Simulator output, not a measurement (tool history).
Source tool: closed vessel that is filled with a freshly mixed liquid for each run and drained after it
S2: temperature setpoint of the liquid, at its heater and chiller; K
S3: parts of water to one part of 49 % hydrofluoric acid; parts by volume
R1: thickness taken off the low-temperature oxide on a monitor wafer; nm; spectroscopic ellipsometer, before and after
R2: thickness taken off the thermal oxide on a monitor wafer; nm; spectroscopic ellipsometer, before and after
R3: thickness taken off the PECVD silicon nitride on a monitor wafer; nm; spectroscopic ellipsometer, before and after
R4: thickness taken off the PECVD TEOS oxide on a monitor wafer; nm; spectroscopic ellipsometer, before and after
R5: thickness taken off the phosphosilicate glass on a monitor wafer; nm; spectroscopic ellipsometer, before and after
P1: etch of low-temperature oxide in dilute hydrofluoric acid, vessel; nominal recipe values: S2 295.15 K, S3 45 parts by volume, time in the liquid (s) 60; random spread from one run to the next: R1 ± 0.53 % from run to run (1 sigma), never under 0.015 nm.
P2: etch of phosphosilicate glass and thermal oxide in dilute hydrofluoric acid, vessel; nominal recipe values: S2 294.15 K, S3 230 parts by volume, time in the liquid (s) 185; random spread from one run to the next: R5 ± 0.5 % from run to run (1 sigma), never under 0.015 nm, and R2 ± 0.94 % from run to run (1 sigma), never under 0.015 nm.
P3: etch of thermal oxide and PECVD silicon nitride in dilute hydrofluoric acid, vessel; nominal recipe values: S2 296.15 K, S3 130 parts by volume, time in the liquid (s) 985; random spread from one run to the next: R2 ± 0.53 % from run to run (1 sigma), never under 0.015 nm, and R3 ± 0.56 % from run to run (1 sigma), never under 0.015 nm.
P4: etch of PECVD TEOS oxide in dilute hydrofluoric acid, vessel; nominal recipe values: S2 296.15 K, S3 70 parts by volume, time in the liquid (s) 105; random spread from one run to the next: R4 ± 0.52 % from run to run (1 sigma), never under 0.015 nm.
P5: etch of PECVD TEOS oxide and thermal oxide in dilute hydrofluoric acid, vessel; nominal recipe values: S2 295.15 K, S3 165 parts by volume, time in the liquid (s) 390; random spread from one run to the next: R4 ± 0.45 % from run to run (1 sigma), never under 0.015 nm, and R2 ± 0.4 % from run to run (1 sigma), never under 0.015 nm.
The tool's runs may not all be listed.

run 1 hour=5.3 | process_that_ran=P1 S2=295.15 S3=45 time_in_the_liquid_(s)=60 | R1=23.705
run 2 hour=11.2 | process_that_ran=P1 S2=295.15 S3=75 time_in_the_liquid_(s)=60 | R1=13.564
run 3 hour=19.6 | process_that_ran=P3 S2=296.15 S3=130 time_in_the_liquid_(s)=985 | R2=34.063 R3=23.484
run 4 hour=26.6 | process_that_ran=P4 S2=290.15 S3=70 time_in_the_liquid_(s)=105 | R4=13.055
run 5 hour=35.8 | process_that_ran=P1 S2=295.15 S3=45 time_in_the_liquid_(s)=60 | R1=23.915
run 6 hour=43.3 | process_that_ran=P4 S2=296.15 S3=125 time_in_the_liquid_(s)=105 | R4=8.846
run 7 hour=49.2 | process_that_ran=P4 S2=296.15 S3=70 time_in_the_liquid_(s)=105 | R4=16.631
run 8 hour=54.5 | process_that_ran=P4 S2=296.15 S3=70 time_in_the_liquid_(s)=30 | R4=4.8037
run 9 hour=62.1 | process_that_ran=P1 S2=290.15 S3=45 time_in_the_liquid_(s)=60 | R1=19.148
run 10 hour=69.6 | process_that_ran=P2 S2=294.15 S3=65 time_in_the_liquid_(s)=185 | R2=12.119 R5=173.07
run 11 hour=76.7 | process_that_ran=P5 S2=295.15 S3=165 time_in_the_liquid_(s)=390 | R2=9.7478 R4=48.586
run 12 hour=81.3 | process_that_ran=P1 S2=295.15 S3=45 time_in_the_liquid_(s)=60 | R1=23.72
run 13 hour=89.3 | process_that_ran=P1 S2=300.65 S3=30 time_in_the_liquid_(s)=60 | R1=45.982
run 14 hour=94.9 | process_that_ran=P3 S2=290.15 S3=130 time_in_the_liquid_(s)=985 | R2=26.718 R3=15.501
run 15 hour=101.9 | process_that_ran=P5 S2=290.15 S3=165 time_in_the_liquid_(s)=390 | R2=7.8994 R4=40.07
run 16 hour=106.3 | process_that_ran=P1 S2=300.65 S3=45 time_in_the_liquid_(s)=60 | R1=29.621
run 17 hour=111.9 | process_that_ran=P1 S2=295.15 S3=20 time_in_the_liquid_(s)=60 | R1=55.099
run 18 hour=119.9 | process_that_ran=P5 S2=295.15 S3=165 time_in_the_liquid_(s)=780 | R2=19.336 R4=96.297
run 19 hour=128.1 | process_that_ran=P5 S2=295.15 S3=35 time_in_the_liquid_(s)=390 | R2=53.693 R4=266.69
run 20 hour=136.3 | process_that_ran=P2 S2=294.15 S3=230 time_in_the_liquid_(s)=185 | R2=2.9035 R5=40.558
run 21 hour=145.5 | process_that_ran=P1 S2=295.15 S3=45 time_in_the_liquid_(s)=60 | R1=23.716
run 22 hour=153 | process_that_ran=P1 S2=295.15 S3=45 time_in_the_liquid_(s)=30 | R1=11.863
run 23 hour=158 | process_that_ran=P2 S2=294.15 S3=230 time_in_the_liquid_(s)=185 | R2=2.8078 R5=40.719
run 24 hour=162.5 | process_that_ran=P3 S2=296.15 S3=130 time_in_the_liquid_(s)=1920 | R2=65.993 R3=45.213
run 25 hour=167.4 | process_that_ran=P2 S2=290.15 S3=230 time_in_the_liquid_(s)=185 | R2=2.4075 R5=34.971
run 26 hour=171.8 | process_that_ran=P3 S2=296.15 S3=205 time_in_the_liquid_(s)=985 | R2=19.914 R3=15.072
run 27 hour=177 | process_that_ran=P1 S2=295.15 S3=45 time_in_the_liquid_(s)=115 | R1=45.662
run 28 hour=186.3 | process_that_ran=P2 S2=294.15 S3=230 time_in_the_liquid_(s)=30 | R2=0.44546 R5=6.5656
run 29 hour=195.3 | process_that_ran=P3 S2=296.15 S3=130 time_in_the_liquid_(s)=985 | R2=34.037 R3=23.336
run 30 hour=204.4 | process_that_ran=P1 S2=295.15 S3=45 time_in_the_liquid_(s)=60 | R1=23.686
run 31 hour=213.5 | process_that_ran=P1 S2=295.15 S3=45 time_in_the_liquid_(s)=60 | R1=24.748
run 32 hour=219.9 | process_that_ran=P1 S2=295.15 S3=45 time_in_the_liquid_(s)=60 | R1=25.356
run 33 hour=226.1 | process_that_ran=P1 S2=295.15 S3=45 time_in_the_liquid_(s)=60 | R1=25.597
run 34 hour=233.2 | process_that_ran=P1 S2=295.15 S3=45 time_in_the_liquid_(s)=60 | R1=25.532
run 35 hour=239.3 | process_that_ran=P1 S2=295.15 S3=45 time_in_the_liquid_(s)=60 | R1=25.633
run 36 hour=244.4 | process_that_ran=P1 S2=295.15 S3=45 time_in_the_liquid_(s)=60 | R1=25.624

P1 no longer gives what it gave before; its output has crept away from where it was. The following 2 causes, each at its listed size, fit the log equally well:
A: hydrofluoric acid flow above the setpoint (%) = 7.85
B: liquid hotter than its thermometer reads (K) = 1.92
The creep began at about hour 204.4.

Listed below are the offered check runs, one wafer per run, with question marks in place of results. For which of them would the causes give clearly different outcomes?
run check 1 hour=249.5 | process_that_ran=P2 S2=294.15 S3=115 time_in_the_liquid_(s)=185 | R2=? R5=?
run check 2 hour=249.5 | process_that_ran=P3 S2=296.15 S3=130 time_in_the_liquid_(s)=1800 | R2=? R3=?
run check 3 hour=249.5 | process_that_ran=P5 S2=295.15 S3=55 time_in_the_liquid_(s)=765 | R2=? R4=?
run check 4 hour=249.5 | process_that_ran=P4 S2=296.15 S3=100 time_in_the_liquid_(s)=105 | R4=?

If the cause were each of the candidates in turn, the checks would give the following:
check=check_1 result=R2 if_A=6.97 if_B=6.9125
check=check_1 result=R5 if_A=99.595 if_B=98.772
check=check_2 result=R2 if_A=67.539 if_B=66.732
check=check_2 result=R3 if_A=45.855 if_B=48.231
check=check_3 result=R2 if_A=70.532 if_B=70.449
check=check_3 result=R4 if_A=352.68 if_B=352.27
check=check_4 result=R4 if_A=12.294 if_B=12.193
Separation of the two closest causes in each check, using whichever result separates them best: check 1 0.83 %; check 2 5.05 %; check 3 0.12 %; check 4 0.83 %
Only check 2 tells the causes apart: in the others they would give nearly the same result.

Running check 2 produced the following: R2 67.451 nm; R3 46.268 nm. Which one of the listed causes fits?

The correct cause is A, namely: hydrofluoric acid flow above the setpoint (%).
